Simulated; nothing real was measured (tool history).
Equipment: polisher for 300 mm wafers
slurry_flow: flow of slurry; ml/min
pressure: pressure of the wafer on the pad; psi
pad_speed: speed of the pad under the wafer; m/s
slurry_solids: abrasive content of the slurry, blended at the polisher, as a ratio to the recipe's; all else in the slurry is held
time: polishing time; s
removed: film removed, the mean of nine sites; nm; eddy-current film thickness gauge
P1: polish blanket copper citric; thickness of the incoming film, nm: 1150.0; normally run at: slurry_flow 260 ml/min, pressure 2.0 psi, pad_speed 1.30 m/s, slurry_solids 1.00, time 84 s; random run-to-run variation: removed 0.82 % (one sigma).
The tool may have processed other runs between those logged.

run   hour  slurry_flow  pressure  pad_speed  slurry_solids  time  wafers polished on this pad  hours since the slurry nozzle was cleaned  hours since the head pressure was calibrated  hours since the slurry blender was calibrated  removed
  1    7.8          260       2.0       1.30           1.00    84                          995                                      260.0                                         160.7                                          129.0  152.010
  2   15.1          260       2.0       1.30           1.00    84                         1067                                      267.3                                         168.0                                          136.3  153.040
  3   21.3          260       2.0       1.30           0.75    51                         1128                                      273.5                                         174.2                                          142.5   87.229
  4   30.0          170       2.0       1.30           1.00    84                         1213                                      282.2                                         182.9                                          151.2  144.460
      31.7  -- worn pad replaced by a new one
  5   38.6          260       2.0       1.30           1.00    84                           68                                      290.8                                         191.5                                          159.8  150.770
  6   45.1          380       2.0       1.30           1.00    84                          131                                      297.3                                         198.0                                          166.3  159.880
  7   49.3          260       2.0       1.30           1.35    84                          173                                      301.5                                         202.2                                          170.5  163.260
  8   54.3          260       1.4       1.30           1.00    47                          222                                      306.5                                         207.2                                          175.5   59.766
  9   63.1          260       2.0       0.80           1.00    84                          308                                      315.3                                         216.0                                          184.3   96.281
 10   70.1          260       2.0       1.84           1.00    84                          377                                      322.3                                         223.0                                          191.3  212.110
 11   74.8          260       1.3       1.30           1.00    84                          423                                      327.0                                         227.7                                          196.0   99.473
 12   79.2          260       2.0       1.30           0.70    84                          466                                      331.4                                         232.1                                          200.4  143.470
 13   84.6          260       2.0       1.30           1.00    84                          519                                      336.8                                         237.5                                          205.8  151.550
 14   89.0          260       2.0       1.30           1.00   110                          562                                      341.2                                         241.9                                          210.2  200.040
 15   98.0          260       3.2       1.30           1.00    84                          650                                      350.2                                         250.9                                          219.2  243.190
 16  104.9          260       1.0       1.30           0.80    84                          718                                      357.1                                         257.8                                          226.1   74.438
 17  113.5          260       2.0       1.30           1.00    63                          802                                      365.7                                         266.4                                          234.7  114.700
 18  120.7          260       2.0       1.30           1.00    84                          873                                      372.9                                         273.6                                          241.9  152.490
 19  126.7          260       2.0       1.30           1.00    84                          932                                      378.9                                         279.6                                          247.9  148.170
 20  134.2          260       2.0       1.30           1.00    84                         1005                                      386.4                                         287.1                                          255.4  145.890
     141.0  -- slurry blender recalibrated
 21  141.5          260       2.0       1.30           1.00    84                         1077                                      393.7                                         294.4                                            0.6  144.750
     141.7  -- worn pad replaced by a new one
 22  146.1          260       2.0       1.30           1.00    84                           43                                      398.3                                         299.0                                            5.2  144.450
 23  150.5          260       2.0       1.30           1.00    84                           86                                      402.7                                         303.4                                            9.6  145.310
 24  157.6          260       2.0       1.30           1.00    84                          156                                      409.8                                         310.5                                           16.7  144.510
 25  163.8          260       2.0       1.30           1.00    84                          217                                      416.0                                         316.7                                           22.9  144.890

P1 no longer gives what it gave before; its output has crept away from where it was. The following 2 causes, each at its listed size, fit the log equally well:
A: head's pressure below its setpoint, % = 6.51
B: slurry flow missing at the pad, % = 39.2
The creep began at about hour 120.7.
Other possible causes, and why each is ruled out:
removal rate lost through wear of the pad, %: serviced after onset, at hour 141.7, with no recovery of the prior output
abrasive missing from the slurry, %: serviced after onset, at hour 141.0, with no recovery of the prior output

The list below offers 4 check runs, each averaging the results of 5 wafers, and shows each result as a question mark. For which of them would the listed causes give clearly different results?
check 1  170.0          260       3.0       1.30           1.00    84                                                                                                                                                                             ?
check 2  170.0          260       2.0       1.30           0.75    84                                                                                                                                                                             ?
check 3  170.0          180       2.0       1.58           1.00    84                                                                                                                                                                             ?
check 4  170.0          260       2.0       0.94           1.30    84                                                                                                                                                                             ?

Check results expected under each cause:
  check   result     if A     if B
check 1  removed  212.460  212.610
check 2  removed  134.640  134.650
check 3  removed  165.300  161.030
check 4  removed  110.750  110.680
Distance between the nearest two causes, measured in the result of the check that separates them most: check 1 0.07 %; check 2 0.01 %; check 3 2.62 %; check 4 0.06 %
The other checks would show nearly matching results whichever cause is true, so check 3 is the only one that separates the causes.

Here is what check 3 returned: removed 160.340 nm. Which cause is it?

It was cause B: slurry flow missing at the pad, %.
